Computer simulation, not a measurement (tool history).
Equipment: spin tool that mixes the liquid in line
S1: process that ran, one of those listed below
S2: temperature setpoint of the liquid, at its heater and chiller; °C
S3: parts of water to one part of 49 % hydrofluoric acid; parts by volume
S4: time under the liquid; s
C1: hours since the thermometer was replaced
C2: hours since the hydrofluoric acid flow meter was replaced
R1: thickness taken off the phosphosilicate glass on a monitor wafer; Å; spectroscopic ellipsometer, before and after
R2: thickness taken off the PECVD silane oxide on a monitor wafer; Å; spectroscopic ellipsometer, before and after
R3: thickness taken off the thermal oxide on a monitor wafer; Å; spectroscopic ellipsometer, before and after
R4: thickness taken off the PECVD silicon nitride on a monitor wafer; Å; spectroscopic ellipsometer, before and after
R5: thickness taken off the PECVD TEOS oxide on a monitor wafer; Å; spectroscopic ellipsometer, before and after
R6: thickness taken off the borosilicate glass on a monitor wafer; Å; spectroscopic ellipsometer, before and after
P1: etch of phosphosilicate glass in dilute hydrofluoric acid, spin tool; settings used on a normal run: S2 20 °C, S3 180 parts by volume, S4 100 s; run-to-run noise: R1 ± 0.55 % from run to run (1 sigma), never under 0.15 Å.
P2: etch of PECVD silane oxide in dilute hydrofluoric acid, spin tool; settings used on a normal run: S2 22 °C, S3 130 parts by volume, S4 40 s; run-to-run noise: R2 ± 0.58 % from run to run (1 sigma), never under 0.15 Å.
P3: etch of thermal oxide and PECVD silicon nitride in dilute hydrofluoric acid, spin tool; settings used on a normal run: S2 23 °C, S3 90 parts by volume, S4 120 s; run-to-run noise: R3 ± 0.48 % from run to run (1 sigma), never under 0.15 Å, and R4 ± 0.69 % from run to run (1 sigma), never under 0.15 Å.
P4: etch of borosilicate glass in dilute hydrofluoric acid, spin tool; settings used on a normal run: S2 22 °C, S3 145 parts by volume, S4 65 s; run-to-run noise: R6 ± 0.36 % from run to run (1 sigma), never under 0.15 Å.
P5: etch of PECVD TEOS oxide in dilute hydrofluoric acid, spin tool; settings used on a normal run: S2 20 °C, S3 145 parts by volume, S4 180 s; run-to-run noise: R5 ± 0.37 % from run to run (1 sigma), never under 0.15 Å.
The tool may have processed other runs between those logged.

| run | hour | S1 | S2 | S3 | S4 | C1 | C2 | R1 | R2 | R3 | R4 | R5 | R6 |
|---|---|---|---|---|---|---|---|---|---|---|---|---|---|
| 1 | 8.5 | P1 | 20 | 180 | 100 | 433.7 | 851.6 | 336.21 |  |  |  |  |  |
| 2 | 15.7 | P1 | 28 | 180 | 100 | 440.9 | 858.8 | 451.67 |  |  |  |  |  |
| 3 | 28 | P2 | 22 | 130 | 40 | 453.2 | 871.1 |  | 75.547 |  |  |  |  |
| 4 | 42 | P2 | 17 | 130 | 40 | 467.2 | 885.1 |  | 61.233 |  |  |  |  |
| 5 | 52.2 | P1 | 17 | 260 | 100 | 477.4 | 895.3 | 193.21 |  |  |  |  |  |
| 6 | 63.8 | P3 | 23 | 145 | 120 | 489 | 906.9 |  |  | 37.05 | 23.892 |  |  |
| 7 | 71.6 | P5 | 20 | 145 | 25 | 496.8 | 914.7 |  |  |  |  | 26.054 |  |
| 8 | 79.1 | P1 | 20 | 180 | 15 | 504.3 | 922.2 | 51.068 |  |  |  |  |  |
| 9 | 90.1 | P5 | 20 | 145 | 180 | 515.3 | 933.2 |  |  |  |  | 185.36 |  |
| 10 | 105.9 | P5 | 20 | 245 | 180 | 531.1 | 949 |  |  |  |  | 99.169 |  |
| 11 | 114.4 | P5 | 20 | 145 | 180 | 539.6 | 957.5 |  |  |  |  | 184.55 |  |
| 12 | 128.8 | P2 | 22 | 130 | 40 | 554 | 971.9 |  | 74.856 |  |  |  |  |
|  | 134.1 | thermometer replaced |
| 13 | 139.6 | P1 | 20 | 30 | 100 | 5.5 | 982.7 | 2384.3 |  |  |  |  |  |
| 14 | 154.3 | P4 | 22 | 145 | 35 | 20.2 | 997.4 |  |  |  |  |  | 116.87 |
| 15 | 167.2 | P5 | 17 | 145 | 180 | 33.1 | 1010.3 |  |  |  |  | 163.75 |  |
| 16 | 182 | P4 | 22 | 145 | 65 | 47.9 | 1025.1 |  |  |  |  |  | 218.9 |
| 17 | 192.8 | P3 | 23 | 90 | 35 | 58.7 | 1035.9 |  |  | 18.453 | 11.066 |  |  |
| 18 | 204.6 | P2 | 22 | 130 | 80 | 70.5 | 1047.7 |  | 149.87 |  |  |  |  |
| 19 | 220.5 | P1 | 17 | 180 | 100 | 86.4 | 1063.6 | 297.17 |  |  |  |  |  |
| 20 | 230.7 | P4 | 22 | 145 | 65 | 96.6 | 1073.8 |  |  |  |  |  | 218.62 |
| 21 | 243.9 | P1 | 20 | 180 | 100 | 109.8 | 1087 | 335.85 |  |  |  |  |  |
| 22 | 251.1 | P3 | 23 | 90 | 120 | 117 | 1094.2 |  |  | 63.465 | 38.598 |  |  |
| 23 | 263 | P4 | 22 | 60 | 65 | 128.9 | 1106.1 |  |  |  |  |  | 583.08 |
| 24 | 272.4 | P4 | 17 | 145 | 65 | 138.3 | 1115.5 |  |  |  |  |  | 178.03 |
| 25 | 281.8 | P1 | 20 | 180 | 100 | 147.7 | 1124.9 | 334.44 |  |  |  |  |  |
| 26 | 292.5 | P1 | 20 | 305 | 100 | 158.4 | 1135.6 | 175.39 |  |  |  |  |  |
| 27 | 307.9 | P3 | 23 | 90 | 120 | 173.8 | 1151 |  |  | 62.758 | 38.401 |  |  |
| 28 | 318.1 | P1 | 20 | 180 | 100 | 184 | 1161.2 | 336.04 |  |  |  |  |  |
| 29 | 334 | P1 | 20 | 180 | 165 | 199.9 | 1177.1 | 551.64 |  |  |  |  |  |
| 30 | 341.5 | P3 | 29.5 | 90 | 120 | 207.4 | 1184.6 |  |  | 80.305 | 58.191 |  |  |
| 31 | 355.5 | P2 | 22 | 195 | 40 | 221.4 | 1198.6 |  | 46.323 |  |  |  |  |
| 32 | 363.3 | P1 | 20 | 180 | 100 | 229.2 | 1206.4 | 331.2 |  |  |  |  |  |
| 33 | 377.4 | P1 | 20 | 180 | 100 | 243.3 | 1220.5 | 346.51 |  |  |  |  |  |
| 34 | 390.9 | P1 | 20 | 180 | 100 | 256.8 | 1234 | 348.53 |  |  |  |  |  |
| 35 | 404 | P1 | 20 | 180 | 100 | 269.9 | 1247.1 | 353.86 |  |  |  |  |  |
| 36 | 419 | P1 | 20 | 180 | 100 | 284.9 | 1262.1 | 354.55 |  |  |  |  |  |
| 37 | 432.7 | P1 | 20 | 180 | 100 | 298.6 | 1275.8 | 358.68 |  |  |  |  |  |
| 38 | 442.9 | P1 | 20 | 180 | 100 | 308.8 | 1286 | 360.51 |  |  |  |  |  |
| 39 | 453 | P1 | 20 | 180 | 100 | 318.9 | 1296.1 | 356.77 |  |  |  |  |  |
| 40 | 467.8 | P1 | 20 | 180 | 100 | 333.7 | 1310.9 | 356.04 |  |  |  |  |  |
| 41 | 480.4 | P1 | 20 | 180 | 100 | 346.3 | 1323.5 | 360.33 |  |  |  |  |  |
| 42 | 491.4 | P1 | 20 | 180 | 100 | 357.3 | 1334.5 | 360.95 |  |  |  |  |  |
| 43 | 500.8 | P1 | 20 | 180 | 100 | 366.7 | 1343.9 | 362.26 |  |  |  |  |  |

The log shows P1 creeping away from where it was. Any of the 2 causes listed here, at the size stated for it, fits the log just as well as the others:
A: hydrofluoric acid flow above the setpoint (%) = 6.63
B: liquid hotter than its thermometer reads (K) = 1.96
The drift started at roughly hour 363.3.

Which of the 4 check runs listed below separates the causes, so that each cause would produce a clearly different result? Each run uses one wafer, and its results are marked with question marks.
| check 1 | 510.2 | P4 | 22 | 145 | 65 |  |  |  |  |  |  |  | ? |
| check 2 | 510.2 | P5 | 20 | 145 | 180 |  |  |  |  |  |  | ? |  |
| check 3 | 510.2 | P2 | 22 | 130 | 40 |  |  |  | ? |  |  |  |  |
| check 4 | 510.2 | P3 | 23 | 90 | 120 |  |  |  |  | ? | ? |  |  |

Expected result of each check under each candidate cause:
| check | result | if A | if B |
|---|---|---|---|
| check 1 | R6 | 234.6 | 235.01 |
| check 2 | R5 | 198.77 | 199.51 |
| check 3 | R2 | 80.383 | 80.662 |
| check 4 | R3 | 67.496 | 67.98 |
| check 4 | R4 | 40.974 | 43.796 |
Gap, in per cent, between the two causes that each check separates least, read from the result that separates them most: check 1 0.18 %; check 2 0.38 %; check 3 0.35 %; check 4 6.66 %
Of the check runs offered, only check 4 discriminates between the causes; the rest would read about the same regardless of which cause applies.

Then check 4 was run and gave: R3 67.774 Å; R4 40.751 Å. Which cause is it?

Of the candidate causes, it is A: hydrofluoric acid flow above the setpoint (%).

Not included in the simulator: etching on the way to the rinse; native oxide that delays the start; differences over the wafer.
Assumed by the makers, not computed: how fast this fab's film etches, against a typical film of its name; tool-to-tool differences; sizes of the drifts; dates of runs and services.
